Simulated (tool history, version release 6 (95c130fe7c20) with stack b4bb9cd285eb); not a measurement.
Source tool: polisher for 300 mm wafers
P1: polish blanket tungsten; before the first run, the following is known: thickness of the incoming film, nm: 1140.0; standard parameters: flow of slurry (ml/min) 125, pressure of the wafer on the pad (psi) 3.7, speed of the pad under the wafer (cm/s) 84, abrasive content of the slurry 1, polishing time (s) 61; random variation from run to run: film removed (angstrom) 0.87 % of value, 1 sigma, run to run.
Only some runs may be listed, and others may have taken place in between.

run	hour	flow of slurry (ml/min)	pressure of the wafer on the pad (psi)	speed of the pad under the wafer (cm/s)	abrasive content of the slurry	polishing time (s)	wafers polished on this pad	hours since the slurry nozzle was cleaned	hours since the head pressure was calibrated	hours since the slurry blender was calibrated	hours since the slurry got fresh peroxide	film removed (angstrom)
1	6.4	125	3.7	84	1	61	331	132.6	491.3	184.6	72.9	2470.8
2	13.9	125	3.7	84	1	93	405	140.1	498.8	192.1	80.4	3719.8
3	25	125	3.7	84	1	32	516	151.2	509.9	203.2	91.5	1303.2
4	31.2	125	5.7	84	1	61	578	157.4	516.1	209.4	97.7	3769.9
5	37	190	3.7	84	1	61	636	163.2	521.9	215.2	103.5	2655.1
6	46	125	3.7	48	1	61	725	172.2	530.9	224.2	112.5	1413.7
7	58.5	85	3.7	84	1	61	850	184.7	543.4	236.7	125	2283.5
8	70.7	125	3.7	108	1	61	972	196.9	555.6	248.9	137.2	3190.2
9	78.7	125	3.7	84	1	61	1051	204.9	563.6	256.9	145.2	2464.9
10	90.9	90	3.7	84	0.55	61	1173	217.1	575.8	269.1	157.4	2003.9
11	100.1	125	2	84	1	61	1265	226.3	585	278.3	166.6	1322.8
12	106.1	125	3.7	84	1.4	61	1325	232.3	591	284.3	172.6	2678.7
# hour 110.3: slurry tank refilled with fresh slurry and peroxide
13	113.8	125	3.7	84	1	61	1401	240	598.7	292	3.6	2462.8
# hour 117.4: worn pad replaced by a new one
14	119.5	125	3.7	84	0.55	61	21	245.7	604.4	297.7	9.3	2144.7
15	127.9	125	3.7	84	1	61	105	254.1	612.8	306.1	17.7	2500.5
16	138.6	125	3.7	46	0.8	61	212	264.8	623.5	316.8	28.4	1254.8
17	150.1	125	3.7	84	1	61	326	276.3	635	328.3	39.9	2474
18	161.1	125	3.7	84	1	61	436	287.3	646	339.3	50.9	2470.3
19	170.6	125	3.7	84	1	61	531	296.8	655.5	348.8	60.4	2419.4
20	176.3	125	3.7	84	1	61	588	302.5	661.2	354.5	66.1	2330.6
21	187	125	3.7	84	1	61	694	313.2	671.9	365.2	76.8	2286.8
22	195.5	125	3.7	84	1	61	779	321.7	680.4	373.7	85.3	2249.1
# hour 196.2: head pressure recalibrated
# hour 199.6: slurry blender recalibrated
23	203	125	3.7	84	1	61	854	329.2	6.8	3.4	92.8	2274.3
# hour 203.9: worn pad replaced by a new one
24	209.6	125	3.7	84	1	61	57	335.8	13.4	10	99.4	2243.4

Predict the results of run 25:
25	220.9	125	3.7	84	1	61	169	347.1	24.7	21.3	110.7	?

{"run 25": {"film removed (angstrom)": 2208.5}}
